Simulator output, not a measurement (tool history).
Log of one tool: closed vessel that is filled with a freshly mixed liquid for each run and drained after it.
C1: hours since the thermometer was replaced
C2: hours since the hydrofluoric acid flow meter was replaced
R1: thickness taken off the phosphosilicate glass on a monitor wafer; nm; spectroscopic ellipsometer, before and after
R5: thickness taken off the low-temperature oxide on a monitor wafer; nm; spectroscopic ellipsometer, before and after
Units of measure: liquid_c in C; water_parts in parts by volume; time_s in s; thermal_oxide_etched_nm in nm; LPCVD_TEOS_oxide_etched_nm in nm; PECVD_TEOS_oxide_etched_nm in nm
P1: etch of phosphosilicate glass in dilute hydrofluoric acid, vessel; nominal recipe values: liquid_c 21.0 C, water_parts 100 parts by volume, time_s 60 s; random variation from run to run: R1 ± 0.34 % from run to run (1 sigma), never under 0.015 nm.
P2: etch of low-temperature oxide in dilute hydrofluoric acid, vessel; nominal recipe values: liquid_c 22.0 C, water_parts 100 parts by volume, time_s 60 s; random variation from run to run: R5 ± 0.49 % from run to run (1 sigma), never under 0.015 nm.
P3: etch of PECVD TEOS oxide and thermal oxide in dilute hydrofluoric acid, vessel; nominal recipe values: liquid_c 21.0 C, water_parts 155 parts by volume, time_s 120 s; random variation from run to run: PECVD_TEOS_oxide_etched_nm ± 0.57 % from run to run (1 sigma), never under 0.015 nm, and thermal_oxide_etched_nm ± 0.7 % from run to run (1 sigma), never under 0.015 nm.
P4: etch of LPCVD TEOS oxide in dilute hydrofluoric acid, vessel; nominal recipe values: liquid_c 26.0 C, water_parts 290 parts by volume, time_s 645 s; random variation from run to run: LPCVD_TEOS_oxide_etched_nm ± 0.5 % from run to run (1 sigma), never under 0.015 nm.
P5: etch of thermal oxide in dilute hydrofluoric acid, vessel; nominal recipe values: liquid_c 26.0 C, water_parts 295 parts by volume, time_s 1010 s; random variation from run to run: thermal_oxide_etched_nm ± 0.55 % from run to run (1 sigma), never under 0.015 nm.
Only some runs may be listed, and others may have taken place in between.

run 1 hour=5.4 | process=P1 liquid_c=21.0 water_parts=100 time_s=60 | C1=93.9 C2=177.6 | R1=62.438
run 2 hour=11.7 | process=P5 liquid_c=20.5 water_parts=295 time_s=1010 | C1=100.2 C2=183.9 | thermal_oxide_etched_nm=11.26800
run 3 hour=16.7 | process=P4 liquid_c=32.5 water_parts=290 time_s=645 | C1=105.2 C2=188.9 | LPCVD_TEOS_oxide_etched_nm=53.5850
run 4 hour=21.5 | process=P3 liquid_c=21.0 water_parts=80 time_s=120 | C1=110.0 C2=193.7 | thermal_oxide_etched_nm=6.38830 PECVD_TEOS_oxide_etched_nm=34.2490
run 5 hour=26.2 | process=P3 liquid_c=21.0 water_parts=155 time_s=120 | C1=114.7 C2=198.4 | thermal_oxide_etched_nm=2.98920 PECVD_TEOS_oxide_etched_nm=16.2170
run 6 hour=32.3 | process=P1 liquid_c=21.0 water_parts=100 time_s=60 | C1=120.8 C2=204.5 | R1=62.519
run 7 hour=38.4 | process=P1 liquid_c=21.0 water_parts=100 time_s=30 | C1=126.9 C2=210.6 | R1=31.209
run 8 hour=47.9 | process=P3 liquid_c=21.0 water_parts=155 time_s=30 | C1=136.4 C2=220.1 | thermal_oxide_etched_nm=0.77869 PECVD_TEOS_oxide_etched_nm=4.0571
-- hour=50.9 thermometer replaced
run 9 hour=56.3 | process=P1 liquid_c=27.0 water_parts=100 time_s=60 | C1=5.5 C2=228.5 | R1=79.308
run 10 hour=63.2 | process=P2 liquid_c=22.0 water_parts=170 time_s=60 | C1=12.4 C2=235.4 | R5=8.3479
run 11 hour=69.8 | process=P5 liquid_c=26.0 water_parts=295 time_s=1010 | C1=19.0 C2=242.0 | thermal_oxide_etched_nm=13.79700
run 12 hour=77.6 | process=P1 liquid_c=21.0 water_parts=100 time_s=100 | C1=26.8 C2=249.8 | R1=104.250
run 13 hour=87.0 | process=P2 liquid_c=17.0 water_parts=100 time_s=60 | C1=36.2 C2=259.2 | R5=12.5500
run 14 hour=94.8 | process=P5 liquid_c=26.0 water_parts=545 time_s=1010 | C1=44.0 C2=267.0 | thermal_oxide_etched_nm=5.91450
run 15 hour=100.3 | process=P2 liquid_c=22.0 water_parts=100 time_s=30 | C1=49.5 C2=272.5 | R5=7.6651
run 16 hour=107.6 | process=P1 liquid_c=21.0 water_parts=100 time_s=60 | C1=56.8 C2=279.8 | R1=62.602
run 17 hour=112.6 | process=P1 liquid_c=28.0 water_parts=100 time_s=110 | C1=61.8 C2=284.8 | R1=150.550
run 18 hour=117.1 | process=P1 liquid_c=21.0 water_parts=25 time_s=35 | C1=66.3 C2=289.3 | R1=159.790
run 19 hour=121.7 | process=P4 liquid_c=26.0 water_parts=60 time_s=645 | C1=70.9 C2=293.9 | LPCVD_TEOS_oxide_etched_nm=269.9800
run 20 hour=127.6 | process=P1 liquid_c=21.0 water_parts=25 time_s=60 | C1=76.8 C2=299.8 | R1=272.980
run 21 hour=137.5 | process=P4 liquid_c=26.0 water_parts=290 time_s=645 | C1=86.7 C2=309.7 | LPCVD_TEOS_oxide_etched_nm=42.8860
run 22 hour=146.6 | process=P2 liquid_c=22.0 water_parts=100 time_s=60 | C1=95.8 C2=318.8 | R5=15.3900
run 23 hour=151.9 | process=P4 liquid_c=26.0 water_parts=290 time_s=645 | C1=101.1 C2=324.1 | LPCVD_TEOS_oxide_etched_nm=43.1950
run 24 hour=162.3 | process=P1 liquid_c=27.5 water_parts=100 time_s=30 | C1=111.5 C2=334.5 | R1=40.485
run 25 hour=171.4 | process=P5 liquid_c=26.0 water_parts=295 time_s=160 | C1=120.6 C2=343.6 | thermal_oxide_etched_nm=2.16020
run 26 hour=177.4 | process=P1 liquid_c=21.0 water_parts=100 time_s=60 | C1=126.6 C2=349.6 | R1=62.173
run 27 hour=186.7 | process=P1 liquid_c=17.0 water_parts=100 time_s=60 | C1=135.9 C2=358.9 | R1=52.614
run 28 hour=196.2 | process=P5 liquid_c=26.0 water_parts=295 time_s=1010 | C1=145.4 C2=368.4 | thermal_oxide_etched_nm=13.65600
run 29 hour=205.5 | process=P1 liquid_c=21.0 water_parts=100 time_s=60 | C1=154.7 C2=377.7 | R1=62.836
run 30 hour=213.4 | process=P4 liquid_c=26.0 water_parts=290 time_s=80 | C1=162.6 C2=385.6 | LPCVD_TEOS_oxide_etched_nm=5.3768
run 31 hour=220.3 | process=P3 liquid_c=17.0 water_parts=155 time_s=120 | C1=169.5 C2=392.5 | thermal_oxide_etched_nm=2.55550 PECVD_TEOS_oxide_etched_nm=13.8300
run 32 hour=226.6 | process=P1 liquid_c=21.0 water_parts=140 time_s=60 | C1=175.8 C2=398.8 | R1=42.848
run 33 hour=235.6 | process=P1 liquid_c=21.0 water_parts=100 time_s=60 | C1=184.8 C2=407.8 | R1=62.439
run 34 hour=241.5 | process=P1 liquid_c=21.0 water_parts=100 time_s=60 | C1=190.7 C2=413.7 | R1=60.611
run 35 hour=251.1 | process=P1 liquid_c=21.0 water_parts=100 time_s=60 | C1=200.3 C2=423.3 | R1=58.221
run 36 hour=258.9 | process=P1 liquid_c=21.0 water_parts=100 time_s=60 | C1=208.1 C2=431.1 | R1=57.445
run 37 hour=264.9 | process=P1 liquid_c=21.0 water_parts=100 time_s=60 | C1=214.1 C2=437.1 | R1=56.883
run 38 hour=272.6 | process=P1 liquid_c=21.0 water_parts=100 time_s=60 | C1=221.8 C2=444.8 | R1=56.860
run 39 hour=283.1 | process=P1 liquid_c=21.0 water_parts=100 time_s=60 | C1=232.3 C2=455.3 | R1=56.908
run 40 hour=293.1 | process=P1 liquid_c=21.0 water_parts=100 time_s=60 | C1=242.3 C2=465.3 | R1=56.708

What P1 gives has crept off from where it sat before. The 2 causes that follow fit the log equally well, each at the size noted:
A: liquid colder than its thermometer reads (K) = 2.44
B: hydrofluoric acid flow below the setpoint (%) = 8.58
At approximately hour 235.6, the process output began to creep.

Each of the check runs listed below is run on 2 wafers and reports their average, with the results left as question marks. Pick the one under which the possible causes would lead to clearly different results.
run check 1 hour=303.1 | process=P3 liquid_c=17.0 water_parts=155 time_s=120 | thermal_oxide_etched_nm=? PECVD_TEOS_oxide_etched_nm=?
run check 2 hour=303.1 | process=P5 liquid_c=22.0 water_parts=400 time_s=1010 | thermal_oxide_etched_nm=?
run check 3 hour=303.1 | process=P4 liquid_c=26.0 water_parts=65 time_s=100 | LPCVD_TEOS_oxide_etched_nm=?
run check 4 hour=303.1 | process=P2 liquid_c=22.0 water_parts=160 time_s=30 | R5=?

If the cause were each of the candidates in turn, the checks would give the following:
check=check_1 result=thermal_oxide_etched_nm if_A=2.33830 if_B=2.33200
check=check_1 result=PECVD_TEOS_oxide_etched_nm if_A=12.5010 if_B=12.4670
check=check_2 result=thermal_oxide_etched_nm if_A=7.36040 if_B=7.08730
check=check_3 result=LPCVD_TEOS_oxide_etched_nm if_A=35.1380 if_B=35.1600
check=check_4 result=R5 if_A=4.0916 if_B=4.0509
Gap, in per cent, between the two causes that each check separates least, read from the result that separates them most: check 1 0.27 %; check 2 3.78 %; check 3 0.06 %; check 4 1 %
Of the check runs offered, only check 2 discriminates between the causes; the rest would read about the same regardless of which cause applies.

Here is what check 2 returned: thermal_oxide_etched_nm 7.33080 nm. Which cause is it?

The cause is A: liquid colder than its thermometer reads (K).

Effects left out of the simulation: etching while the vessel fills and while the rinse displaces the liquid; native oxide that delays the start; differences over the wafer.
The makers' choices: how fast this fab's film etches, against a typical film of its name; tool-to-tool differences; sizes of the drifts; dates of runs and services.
